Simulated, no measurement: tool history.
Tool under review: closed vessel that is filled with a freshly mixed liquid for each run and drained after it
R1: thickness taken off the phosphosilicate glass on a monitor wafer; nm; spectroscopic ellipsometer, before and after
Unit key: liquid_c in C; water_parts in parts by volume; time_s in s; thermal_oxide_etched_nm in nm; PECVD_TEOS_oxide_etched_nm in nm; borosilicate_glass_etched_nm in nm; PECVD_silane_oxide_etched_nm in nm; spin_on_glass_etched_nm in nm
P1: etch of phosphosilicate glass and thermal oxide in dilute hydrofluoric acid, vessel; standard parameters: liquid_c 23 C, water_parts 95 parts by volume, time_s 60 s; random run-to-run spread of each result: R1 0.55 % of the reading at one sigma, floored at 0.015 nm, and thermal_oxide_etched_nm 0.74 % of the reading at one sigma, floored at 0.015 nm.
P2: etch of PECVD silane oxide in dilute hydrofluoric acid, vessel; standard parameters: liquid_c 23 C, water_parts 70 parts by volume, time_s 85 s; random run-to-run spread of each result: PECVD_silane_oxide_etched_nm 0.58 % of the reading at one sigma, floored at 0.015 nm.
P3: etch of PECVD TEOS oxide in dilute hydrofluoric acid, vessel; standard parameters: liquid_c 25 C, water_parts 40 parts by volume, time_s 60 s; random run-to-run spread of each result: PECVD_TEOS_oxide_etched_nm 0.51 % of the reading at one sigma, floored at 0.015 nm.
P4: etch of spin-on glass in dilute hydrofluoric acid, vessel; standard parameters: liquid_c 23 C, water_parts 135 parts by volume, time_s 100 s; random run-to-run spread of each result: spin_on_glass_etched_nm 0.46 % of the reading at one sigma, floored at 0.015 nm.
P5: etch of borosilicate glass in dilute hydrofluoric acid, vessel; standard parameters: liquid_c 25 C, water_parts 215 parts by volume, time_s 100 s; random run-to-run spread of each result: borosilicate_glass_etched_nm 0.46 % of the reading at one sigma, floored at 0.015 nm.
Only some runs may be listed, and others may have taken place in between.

run 1 day=0.283 | process=P1 liquid_c=23 water_parts=95 time_s=60 | R1=50.247 thermal_oxide_etched_nm=2.7923
run 2 day=0.496 | process=P3 liquid_c=25 water_parts=40 time_s=60 | PECVD_TEOS_oxide_etched_nm=50.258
run 3 day=0.896 | process=P1 liquid_c=23 water_parts=95 time_s=60 | R1=50.341 thermal_oxide_etched_nm=2.7944
run 4 day=1.117 | process=P3 liquid_c=32.5 water_parts=40 time_s=60 | PECVD_TEOS_oxide_etched_nm=67.379
run 5 day=1.312 | process=P1 liquid_c=23 water_parts=165 time_s=60 | R1=26.84 thermal_oxide_etched_nm=1.4549
run 6 day=1.742 | process=P3 liquid_c=25 water_parts=20 time_s=60 | PECVD_TEOS_oxide_etched_nm=101.99
run 7 day=2.117 | process=P5 liquid_c=25 water_parts=215 time_s=100 | borosilicate_glass_etched_nm=7.9148
run 8 day=2.308 | process=P2 liquid_c=29 water_parts=70 time_s=85 | PECVD_silane_oxide_etched_nm=44.054
run 9 day=2.533 | process=P2 liquid_c=23 water_parts=20 time_s=85 | PECVD_silane_oxide_etched_nm=128.33
run 10 day=2.858 | process=P3 liquid_c=25 water_parts=40 time_s=60 | PECVD_TEOS_oxide_etched_nm=50.28
run 11 day=3.071 | process=P5 liquid_c=25 water_parts=215 time_s=155 | borosilicate_glass_etched_nm=12.396
run 12 day=3.317 | process=P1 liquid_c=29.5 water_parts=95 time_s=60 | R1=65.115 thermal_oxide_etched_nm=3.6181
run 13 day=3.612 | process=P4 liquid_c=23 water_parts=135 time_s=100 | spin_on_glass_etched_nm=14.594
run 14 day=3.979 | process=P5 liquid_c=25 water_parts=365 time_s=100 | borosilicate_glass_etched_nm=4.0102
run 15 day=4.233 | process=P1 liquid_c=23 water_parts=95 time_s=30 | R1=25.043 thermal_oxide_etched_nm=1.3957
run 16 day=4.454 | process=P3 liquid_c=25 water_parts=40 time_s=85 | PECVD_TEOS_oxide_etched_nm=70.584
run 17 day=4.742 | process=P4 liquid_c=23 water_parts=135 time_s=145 | spin_on_glass_etched_nm=21.157
run 18 day=4.971 | process=P4 liquid_c=23 water_parts=135 time_s=100 | spin_on_glass_etched_nm=14.584
run 19 day=5.308 | process=P4 liquid_c=23 water_parts=240 time_s=100 | spin_on_glass_etched_nm=7.3941
run 20 day=5.554 | process=P1 liquid_c=23 water_parts=95 time_s=60 | R1=49.779 thermal_oxide_etched_nm=2.7757
run 21 day=5.925 | process=P2 liquid_c=23 water_parts=70 time_s=30 | PECVD_silane_oxide_etched_nm=12.139
run 22 day=6.188 | process=P5 liquid_c=30.5 water_parts=215 time_s=100 | borosilicate_glass_etched_nm=9.7102
run 23 day=6.554 | process=P5 liquid_c=25 water_parts=215 time_s=100 | borosilicate_glass_etched_nm=8.0164
run 24 day=6.754 | process=P1 liquid_c=23 water_parts=95 time_s=60 | R1=50.018 thermal_oxide_etched_nm=2.7671
run 25 day=6.971 | process=P1 liquid_c=28.5 water_parts=145 time_s=60 | R1=38.291 thermal_oxide_etched_nm=2.1741
run 26 day=7.183 | process=P4 liquid_c=17 water_parts=135 time_s=100 | spin_on_glass_etched_nm=11.556
run 27 day=7.375 | process=P1 liquid_c=19 water_parts=95 time_s=60 | R1=42.518 thermal_oxide_etched_nm=2.3553
run 28 day=7.742 | process=P2 liquid_c=23 water_parts=70 time_s=85 | PECVD_silane_oxide_etched_nm=34.514
run 29 day=8.129 | process=P1 liquid_c=23 water_parts=95 time_s=90 | R1=74.886 thermal_oxide_etched_nm=4.1997
run 30 day=8.462 | process=P1 liquid_c=23 water_parts=95 time_s=60 | R1=49.641 thermal_oxide_etched_nm=2.7272
-- day=8.617 hydrofluoric acid flow meter replaced
run 31 day=8.888 | process=P1 liquid_c=23 water_parts=35 time_s=60 | R1=146.31 thermal_oxide_etched_nm=8.0456
run 32 day=9.304 | process=P2 liquid_c=23 water_parts=70 time_s=85 | PECVD_silane_oxide_etched_nm=34.395
run 33 day=9.579 | process=P1 liquid_c=23 water_parts=95 time_s=60 | R1=50.204 thermal_oxide_etched_nm=2.7695
run 34 day=9.825 | process=P1 liquid_c=23 water_parts=95 time_s=60 | R1=48.927 thermal_oxide_etched_nm=2.6886
run 35 day=10.029 | process=P1 liquid_c=23 water_parts=95 time_s=60 | R1=48.496 thermal_oxide_etched_nm=2.6689
run 36 day=10.412 | process=P1 liquid_c=23 water_parts=95 time_s=60 | R1=47.156 thermal_oxide_etched_nm=2.6233
run 37 day=10.604 | process=P1 liquid_c=23 water_parts=95 time_s=60 | R1=46.849 thermal_oxide_etched_nm=2.5549
run 38 day=10.979 | process=P1 liquid_c=23 water_parts=95 time_s=60 | R1=46.619 thermal_oxide_etched_nm=2.5938
run 39 day=11.279 | process=P1 liquid_c=23 water_parts=95 time_s=60 | R1=45.665 thermal_oxide_etched_nm=2.545
run 40 day=11.642 | process=P1 liquid_c=23 water_parts=95 time_s=60 | R1=46.342 thermal_oxide_etched_nm=2.5248
run 41 day=11.846 | process=P1 liquid_c=23 water_parts=95 time_s=60 | R1=46.193 thermal_oxide_etched_nm=2.5207

What P1 gives has crept away from where it was. These 2 causes fit the log equally well, each at the size given:
A: hydrofluoric acid flow below the setpoint (%) = 7.19
B: liquid colder than its thermometer reads (K) = 2.06
Creep in the process output first set in at about day 9.579.

4 check runs are offered, each on 2 wafers whose results are averaged, their results left as question marks. Which one tells the causes apart?
run check 1 day=12.05 | process=P5 liquid_c=25 water_parts=360 time_s=140 | borosilicate_glass_etched_nm=?
run check 2 day=12.05 | process=P4 liquid_c=17 water_parts=235 time_s=100 | spin_on_glass_etched_nm=?
run check 3 day=12.05 | process=P2 liquid_c=26 water_parts=25 time_s=85 | PECVD_silane_oxide_etched_nm=?
run check 4 day=12.05 | process=P3 liquid_c=32 water_parts=20 time_s=60 | PECVD_TEOS_oxide_etched_nm=?

How each check would come out, cause by cause:
check=check_1 result=borosilicate_glass_etched_nm if_A=5.1931 if_B=5.3589
check=check_2 result=spin_on_glass_etched_nm if_A=5.501 if_B=5.5508
check=check_3 result=PECVD_silane_oxide_etched_nm if_A=107.47 if_B=106.56
check=check_4 result=PECVD_TEOS_oxide_etched_nm if_A=126.84 if_B=126.15
Per check, the gap between the least separated pair of causes, taken in the result that splits them most: check 1 3.14 %; check 2 0.9 %; check 3 0.85 %; check 4 0.55 %
Check 1 distinguishes between the causes, while the remaining checks would return nearly the same result for all of them.

With check 1 done, the readings were: borosilicate_glass_etched_nm 5.3422 nm. Identify which of the listed causes applies.

The cause is B: liquid colder than its thermometer reads (K).
